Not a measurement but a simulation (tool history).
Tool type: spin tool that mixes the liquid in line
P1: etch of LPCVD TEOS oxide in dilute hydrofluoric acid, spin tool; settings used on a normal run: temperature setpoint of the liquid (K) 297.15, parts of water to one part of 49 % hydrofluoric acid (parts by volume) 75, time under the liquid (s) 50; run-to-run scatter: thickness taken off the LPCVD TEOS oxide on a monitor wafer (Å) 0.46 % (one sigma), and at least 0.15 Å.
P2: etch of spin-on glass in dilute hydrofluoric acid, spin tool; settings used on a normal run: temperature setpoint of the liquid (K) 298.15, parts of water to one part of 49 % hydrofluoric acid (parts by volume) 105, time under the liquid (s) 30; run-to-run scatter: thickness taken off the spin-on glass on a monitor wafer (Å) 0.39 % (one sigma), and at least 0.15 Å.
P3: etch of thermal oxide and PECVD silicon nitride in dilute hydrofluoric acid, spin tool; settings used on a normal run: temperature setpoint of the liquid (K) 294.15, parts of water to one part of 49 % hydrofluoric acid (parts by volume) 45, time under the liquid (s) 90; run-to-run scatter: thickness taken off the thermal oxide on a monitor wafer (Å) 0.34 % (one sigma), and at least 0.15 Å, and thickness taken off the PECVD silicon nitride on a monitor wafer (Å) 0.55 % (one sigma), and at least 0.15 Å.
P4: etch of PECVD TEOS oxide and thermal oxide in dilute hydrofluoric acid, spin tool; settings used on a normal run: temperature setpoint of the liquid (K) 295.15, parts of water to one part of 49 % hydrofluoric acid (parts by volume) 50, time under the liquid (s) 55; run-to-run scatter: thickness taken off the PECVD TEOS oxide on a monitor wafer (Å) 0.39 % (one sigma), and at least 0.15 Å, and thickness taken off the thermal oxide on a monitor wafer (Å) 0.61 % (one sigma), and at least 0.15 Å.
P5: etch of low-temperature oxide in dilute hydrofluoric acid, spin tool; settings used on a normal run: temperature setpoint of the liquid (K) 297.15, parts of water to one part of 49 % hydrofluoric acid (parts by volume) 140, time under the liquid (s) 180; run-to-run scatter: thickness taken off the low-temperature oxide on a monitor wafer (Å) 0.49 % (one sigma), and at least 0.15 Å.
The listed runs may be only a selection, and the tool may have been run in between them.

run   hour  process that ran  temperature setpoint of the liquid (K)  parts of water to one part of 49 % hydrofluoric acid (parts by volume)  time under the liquid (s)  hours since the thermometer was replaced  hours since the hydrofluoric acid flow meter was replaced  thickness taken off the LPCVD TEOS oxide on a monitor wafer (Å)  thickness taken off the low-temperature oxide on a monitor wafer (Å)  thickness taken off the spin-on glass on a monitor wafer (Å)  thickness taken off the thermal oxide on a monitor wafer (Å)  thickness taken off the PECVD silicon nitride on a monitor wafer (Å)  thickness taken off the PECVD TEOS oxide on a monitor wafer (Å)
  1    4.3                P1                                  297.15                                                                      75                         50                                     433.9                                                      269.4                                                           369.74
  2   10.8                P5                                  303.65                                                                     140                        180                                     440.4                                                      275.9                                                                                                                                 404.16
  3   15.6                P2                                  298.15                                                                     105                         15                                     445.2                                                      280.7                                                                                                                                                                                                99.27
  4   20.2                P1                                  290.15                                                                      75                         90                                     449.8                                                      285.3                                                            496.4
  5   25.8                P3                                  294.15                                                                      45                         90                                     455.4                                                      290.9                                                                                                                                                                                                                                                              89.08                                                                62.725
  6   29.4                P4                                  295.15                                                                      50                         95                                       459                                                      294.5                                                                                                                                                                                                                                                             86.233                                                                                                                                 223.46
  7   33.8                P3                                  294.15                                                                      45                        135                                     463.4                                                      298.9                                                                                                                                                                                                                                                             133.05                                                                93.185
  8   38.1                P2                                  298.15                                                                      40                         30                                     467.7                                                      303.2                                                                                                                                                                                               570.63
  9   42.6                P1                                  297.15                                                                     130                         50                                     472.2                                                      307.7                                                           201.23
 10   46.4                P1                                  297.15                                                                      75                         15                                       476                                                      311.5                                                           111.12
 11     53                P1                                  297.15                                                                      75                         50                                     482.6                                                      318.1                                                           368.78
 12   57.4                P1                                  304.65                                                                      75                         50                                       487                                                      322.5                                                              501
 13   60.5                P3                                  294.15                                                                      45                         90                                     490.1                                                      325.6                                                                                                                                                                                                                                                             88.702                                                                62.827
 14   65.7                P1                                  297.15                                                                      75                         80                                     495.3                                                      330.8                                                           587.18
 15   71.3                P2                                  303.65                                                                     105                         30                                     500.9                                                      336.4                                                                                                                                                                                               244.79
 16   75.1                P2                                  298.15                                                                     105                         30                                     504.7                                                      340.2                                                                                                                                                                                               197.44
 17   78.7                P2                                  298.15                                                                     105                         30                                     508.3                                                      343.8                                                                                                                                                                                               199.34
 18   85.2                P4                                  290.15                                                                      50                         55                                     514.8                                                      350.3                                                                                                                                                                                                                                                             40.394                                                                                                                                 105.17
      89.3  -- hydrofluoric acid flow meter replaced
 19   91.4                P5                                  297.15                                                                     200                        180                                       521                                                        2.2                                                                                                                                  209.5
 20   97.6                P1                                  297.15                                                                      75                         50                                     527.2                                                        8.4                                                           369.82
 21  103.1                P4                                  295.15                                                                      50                         55                                     532.7                                                       13.9                                                                                                                                                                                                                                                             49.214                                                                                                                                    130
 22  108.5                P1                                  290.65                                                                     125                         50                                     538.1                                                       19.3                                                           161.41
 23  112.6                P3                                  294.15                                                                      75                         90                                     542.2                                                       23.4                                                                                                                                                                                                                                                              51.09                                                                37.992
 24    116                P1                                  297.15                                                                      25                         50                                     545.6                                                       26.8                                                           1190.6
 25  120.3                P3                                  290.15                                                                      45                         90                                     549.9                                                       31.1                                                                                                                                                                                                                                                             74.405                                                                47.848
 26  125.9                P5                                  297.15                                                                     140                         15                                     555.5                                                       36.7                                                                                                                                 26.695
 27  130.2                P1                                  290.15                                                                      75                         80                                     559.8                                                         41                                                           440.79
 28  135.2                P1                                  297.15                                                                      75                         50                                     564.8                                                         46                                                           371.29
 29  139.4                P4                                  295.15                                                                      90                         55                                       569                                                       50.2                                                                                                                                                                                                                                                             26.067                                                                                                                                 68.416
 30  144.7                P1                                  297.15                                                                      75                         50                                     574.3                                                       55.5                                                           373.45
 31  149.7                P1                                  297.15                                                                      75                         50                                     579.3                                                       60.5                                                           369.48
 32  154.8                P5                                  297.15                                                                     140                        180                                     584.4                                                       65.6                                                                                                                                 316.41
 33  158.6                P1                                  291.15                                                                      75                         50                                     588.2                                                       69.4                                                           288.89
 34  162.3                P1                                  297.15                                                                      75                         50                                     591.9                                                       73.1                                                            369.1
 35  168.4                P1                                  297.15                                                                      75                         50                                       598                                                       79.2                                                            355.6
 36  173.6                P1                                  297.15                                                                      75                         50                                     603.2                                                       84.4                                                           350.28
 37  178.9                P1                                  297.15                                                                      75                         50                                     608.5                                                       89.7                                                           344.93
 38    185                P1                                  297.15                                                                      75                         50                                     614.6                                                       95.8                                                           342.97
 39  188.2                P1                                  297.15                                                                      75                         50                                     617.8                                                         99                                                           339.23
 40  191.8                P1                                  297.15                                                                      75                         50                                     621.4                                                      102.6                                                           341.27
 41  196.8                P1                                  297.15                                                                      75                         50                                     626.4                                                      107.6                                                           340.02
 42  200.8                P1                                  297.15                                                                      75                         50                                     630.4                                                      111.6                                                           340.51
 43  204.4                P1                                  297.15                                                                      75                         50                                       634                                                      115.2                                                           340.43
 44  208.1                P1                                  297.15                                                                      75                         50                                     637.7                                                      118.9                                                           340.06

P1 no longer gives what it gave before; its output has crept away from where it was. The following 2 causes, each at its listed size, fit the log equally well:
A: hydrofluoric acid flow below the setpoint (%) = 7.42
B: liquid colder than its thermometer reads (K) = 2.09
The gradual shift began around hour 162.3.

Question marks stand in for the results of the 4 check runs listed below, each run on one wafer. Under which run would the listed causes show clearly different results?
check 1  211.8                P4                                  290.15                                                                      90                         55                                                                                                                                                                                                                                                                                                                                                                       ?                                                                                                                                      ?
check 2  211.8                P2                                  301.65                                                                     105                         15                                                                                                                                                                                                                                                                                                         ?
check 3  211.8                P3                                  294.15                                                                      60                         90                                                                                                                                                                                                                                                                                                                                                                       ?                                                                     ?
check 4  211.8                P5                                  301.65                                                                     140                         30                                                                                                                                                                                                                                           ?

How each check would come out, cause by cause:
  check                                                                result    if A    if B
check 1          thickness taken off the thermal oxide on a monitor wafer (Å)   19.48  19.386
check 1       thickness taken off the PECVD TEOS oxide on a monitor wafer (Å)  51.259   51.01
check 2          thickness taken off the spin-on glass on a monitor wafer (Å)  104.02  104.92
check 3          thickness taken off the thermal oxide on a monitor wafer (Å)  60.032  59.718
check 3  thickness taken off the PECVD silicon nitride on a monitor wafer (Å)   43.83  40.893
check 4  thickness taken off the low-temperature oxide on a monitor wafer (Å)  57.258  58.046
Gap, in per cent, between the two causes that each check separates least, read from the result that separates them most: check 1 0.49 %; check 2 0.86 %; check 3 6.93 %; check 4 1.37 %
Check 3 distinguishes between the causes, while the remaining checks would return nearly the same result for all of them.

After running check 3, the following was obtained: thickness taken off the thermal oxide on a monitor wafer (Å) 59.76; thickness taken off the PECVD silicon nitride on a monitor wafer (Å) 40.863. Which cause does this point to?

The correct cause is B, namely: liquid colder than its thermometer reads (K).
